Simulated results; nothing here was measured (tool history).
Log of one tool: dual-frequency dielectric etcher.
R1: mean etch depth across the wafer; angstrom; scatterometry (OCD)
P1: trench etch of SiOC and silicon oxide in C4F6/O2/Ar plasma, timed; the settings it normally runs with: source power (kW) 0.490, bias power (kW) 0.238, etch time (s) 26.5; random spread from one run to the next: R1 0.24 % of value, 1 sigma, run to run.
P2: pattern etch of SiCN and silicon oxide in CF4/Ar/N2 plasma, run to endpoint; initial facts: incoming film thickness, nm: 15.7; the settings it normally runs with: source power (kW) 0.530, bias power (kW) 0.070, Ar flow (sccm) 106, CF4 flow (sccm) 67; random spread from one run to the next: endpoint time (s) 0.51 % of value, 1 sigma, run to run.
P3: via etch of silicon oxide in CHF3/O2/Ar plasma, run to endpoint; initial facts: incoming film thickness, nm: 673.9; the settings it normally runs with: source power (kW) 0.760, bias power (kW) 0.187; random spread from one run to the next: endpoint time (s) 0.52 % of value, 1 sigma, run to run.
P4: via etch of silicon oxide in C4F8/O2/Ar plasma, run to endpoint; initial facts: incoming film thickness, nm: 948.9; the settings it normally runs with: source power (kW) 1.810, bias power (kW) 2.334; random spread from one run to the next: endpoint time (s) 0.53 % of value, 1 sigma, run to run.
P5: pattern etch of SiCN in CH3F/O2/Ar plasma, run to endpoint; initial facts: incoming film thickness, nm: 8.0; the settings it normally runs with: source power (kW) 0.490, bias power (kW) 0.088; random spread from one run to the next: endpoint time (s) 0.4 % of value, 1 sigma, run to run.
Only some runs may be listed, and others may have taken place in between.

run 1 hour=11.8 | process_that_ran=P1 source_power_(kW)=0.490 bias_power_(kW)=0.238 etch_time_(s)=26.5 | R1=615.88
run 2 hour=18.2 | process_that_ran=P5 source_power_(kW)=0.290 bias_power_(kW)=0.088 | endpoint_time_(s)=22.580
run 3 hour=28.6 | process_that_ran=P1 source_power_(kW)=0.490 bias_power_(kW)=0.238 etch_time_(s)=26.5 | R1=612.51
run 4 hour=37.2 | process_that_ran=P1 source_power_(kW)=0.390 bias_power_(kW)=0.238 etch_time_(s)=20.5 | R1=436.60
run 5 hour=42.8 | process_that_ran=P1 source_power_(kW)=0.600 bias_power_(kW)=0.238 etch_time_(s)=26.5 | R1=665.04
run 6 hour=52.4 | process_that_ran=P2 source_power_(kW)=0.530 bias_power_(kW)=0.070 Ar_flow_(sccm)=106 CF4_flow_(sccm)=94 | endpoint_time_(s)=15.015
run 7 hour=59.7 | process_that_ran=P3 source_power_(kW)=0.760 bias_power_(kW)=0.118 | endpoint_time_(s)=349.680
run 8 hour=70.8 | process_that_ran=P1 source_power_(kW)=0.290 bias_power_(kW)=0.238 etch_time_(s)=26.5 | R1=504.27
run 9 hour=81.1 | process_that_ran=P2 source_power_(kW)=0.530 bias_power_(kW)=0.070 Ar_flow_(sccm)=63 CF4_flow_(sccm)=67 | endpoint_time_(s)=14.813
run 10 hour=88.3 | process_that_ran=P4 source_power_(kW)=1.810 bias_power_(kW)=2.334 | endpoint_time_(s)=186.570
run 11 hour=98.1 | process_that_ran=P1 source_power_(kW)=0.490 bias_power_(kW)=0.238 etch_time_(s)=33.5 | R1=776.47
run 12 hour=107.6 | process_that_ran=P1 source_power_(kW)=0.570 bias_power_(kW)=0.155 etch_time_(s)=26.5 | R1=568.45
run 13 hour=119.7 | process_that_ran=P4 source_power_(kW)=2.560 bias_power_(kW)=2.334 | endpoint_time_(s)=162.620
run 14 hour=129.1 | process_that_ran=P1 source_power_(kW)=0.640 bias_power_(kW)=0.238 etch_time_(s)=16.5 | R1=423.60
run 15 hour=139.1 | process_that_ran=P2 source_power_(kW)=0.530 bias_power_(kW)=0.070 Ar_flow_(sccm)=106 CF4_flow_(sccm)=67 | endpoint_time_(s)=15.875
run 16 hour=150.5 | process_that_ran=P1 source_power_(kW)=0.490 bias_power_(kW)=0.238 etch_time_(s)=26.5 | R1=615.28
run 17 hour=162.4 | process_that_ran=P1 source_power_(kW)=0.490 bias_power_(kW)=0.238 etch_time_(s)=26.5 | R1=614.86
run 18 hour=174.4 | process_that_ran=P5 source_power_(kW)=0.490 bias_power_(kW)=0.088 | endpoint_time_(s)=18.765

Estimate the outcome of run 19 from the log above:
run 19 hour=184.6 | process_that_ran=P4 source_power_(kW)=1.810 bias_power_(kW)=2.334 | endpoint_time_(s)=?

{"run 19": {"endpoint time (s)": 186.84}}
